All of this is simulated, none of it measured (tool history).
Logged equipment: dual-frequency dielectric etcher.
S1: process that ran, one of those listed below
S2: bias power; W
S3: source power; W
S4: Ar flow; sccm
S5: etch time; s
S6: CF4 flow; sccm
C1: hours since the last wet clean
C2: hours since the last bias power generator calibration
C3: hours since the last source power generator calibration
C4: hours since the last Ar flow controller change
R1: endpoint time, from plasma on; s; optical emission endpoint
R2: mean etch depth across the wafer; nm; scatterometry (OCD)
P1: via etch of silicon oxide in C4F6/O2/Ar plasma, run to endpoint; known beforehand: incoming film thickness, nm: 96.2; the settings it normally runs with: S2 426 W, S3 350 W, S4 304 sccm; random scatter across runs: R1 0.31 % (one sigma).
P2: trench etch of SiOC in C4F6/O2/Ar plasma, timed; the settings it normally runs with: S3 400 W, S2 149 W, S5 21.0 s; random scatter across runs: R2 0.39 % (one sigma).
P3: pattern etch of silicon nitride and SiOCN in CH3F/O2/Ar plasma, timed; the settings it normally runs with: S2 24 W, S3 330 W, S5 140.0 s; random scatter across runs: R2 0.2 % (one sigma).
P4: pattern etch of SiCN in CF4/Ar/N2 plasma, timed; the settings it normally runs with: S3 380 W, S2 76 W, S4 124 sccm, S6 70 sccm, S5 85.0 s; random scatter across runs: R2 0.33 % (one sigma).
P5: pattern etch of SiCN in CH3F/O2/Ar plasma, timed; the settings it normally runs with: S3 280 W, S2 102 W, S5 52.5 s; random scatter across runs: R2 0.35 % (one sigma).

run   hour  S1   S2   S3   S4     S5  S6     C1     C2      C3      C4      R1      R2
  1    6.8  P1  426  350  304             134.9  695.1  1603.7  2951.3  22.868
  2   10.8  P1  426  420  304             138.9  699.1  1607.7  2955.3  21.352
  3   17.1  P2  149  400        15.0      145.2  705.4  1614.0  2961.6          30.507
  4   23.1  P4   76  520  124   85.0  70  151.2  711.4  1620.0  2967.6          80.804
  5   29.2  P3   24  330       140.0      157.3  717.5  1626.1  2973.7          18.120
  6   34.1  P1  426  350  304             162.2  722.4  1631.0  2978.6  22.990
  7   39.2  P5  102  390        52.5      167.3  727.5  1636.1  2983.7          22.418
  8   44.1  P5  102  280        52.5      172.2  732.4  1641.0  2988.6          19.672
  9   48.4  P4   76  380   86   85.0  70  176.5  736.7  1645.3  2992.9          65.133
 10   53.7  P4   76  380  124   85.0  90  181.8  742.0  1650.6  2998.2          64.099
 11   59.0  P4   76  380  124  108.0  70  187.1  747.3  1655.9  3003.5          77.824
 12   65.1  P2   95  400        21.0      193.2  753.4  1662.0  3009.6          37.227
 13   70.9  P5  102  280        73.0      199.0  759.2  1667.8  3015.4          27.371
 14   76.8  P1  426  350  304             204.9  765.1  1673.7  3021.3  22.977
 15   80.4  P4   60  380  124   85.0  70  208.5  768.7  1677.3  3024.9          56.690
 16   83.9  P5  102  280        52.5      212.0  772.2  1680.8  3028.4          19.789
 17   90.7  P3   24  450       140.0      218.8  779.0  1687.6  3035.2          20.157
 18   97.6  P1  426  350  223             225.7  785.9  1694.5  3042.1  22.160
 19  103.0  P2  149  400        21.0      231.1  791.3  1699.9  3047.5          42.878
     106.4  -- Ar flow controller replaced
 20  107.7  P1  426  280  304             235.8  796.0  1704.6     1.4  24.813
 21  111.2  P1  426  280  389             239.3  799.5  1708.1     4.9  25.619
     114.9  -- source power generator calibrated
 22  115.1  P3   24  330        83.0      243.2  803.4     0.2     8.8          10.732
 23  120.7  P3   24  330       140.0      248.8  809.0     5.8    14.4          18.026
 24  126.2  P1  531  350  304             254.3  814.5    11.3    19.9  21.129
 25  133.0  P3   14  330       140.0      261.1  821.3    18.1    26.7          14.384
 26  138.7  P4   76  380  124   85.0  70  266.8  827.0    23.8    32.4          61.746
 27  145.7  P2  149  470        21.0      273.8  834.0    30.8    39.4          45.285
 28  148.8  P1  426  350  391             276.9  837.1    33.9    42.5  23.480
 29  155.0  P1  279  350  304             283.1  843.3    40.1    48.7  26.516
 30  161.3  P5   70  280        52.5      289.4  849.6    46.4    55.0          17.141
 31  164.8  P1  262  210  304             292.9  853.1    49.9    58.5  33.125
 32  169.0  P1  426  350  304             297.1  857.3    54.1    62.7  22.992
 33  175.0  P2  149  400        21.0      303.1  863.3    60.1    68.7          42.440
 34  178.2  P1  426  350  304             306.3  866.5    63.3    71.9  23.057
 35  184.6  P1  426  350  304             312.7  872.9    69.7    78.3  23.042
 36  190.3  P1  426  350  304             318.4  878.6    75.4    84.0  23.121
 37  195.0  P1  426  350  304             323.1  883.3    80.1    88.7  23.188
 38  202.0  P1  426  350  304             330.1  890.3    87.1    95.7  23.239
 39  207.6  P1  426  350  304             335.7  895.9    92.7   101.3  23.194

For run 40, what comes out?
 40  211.1  P1  426  350  304          339.2  899.4  96.2  104.8   ?

Logged for run 40: R1 23.318 s.
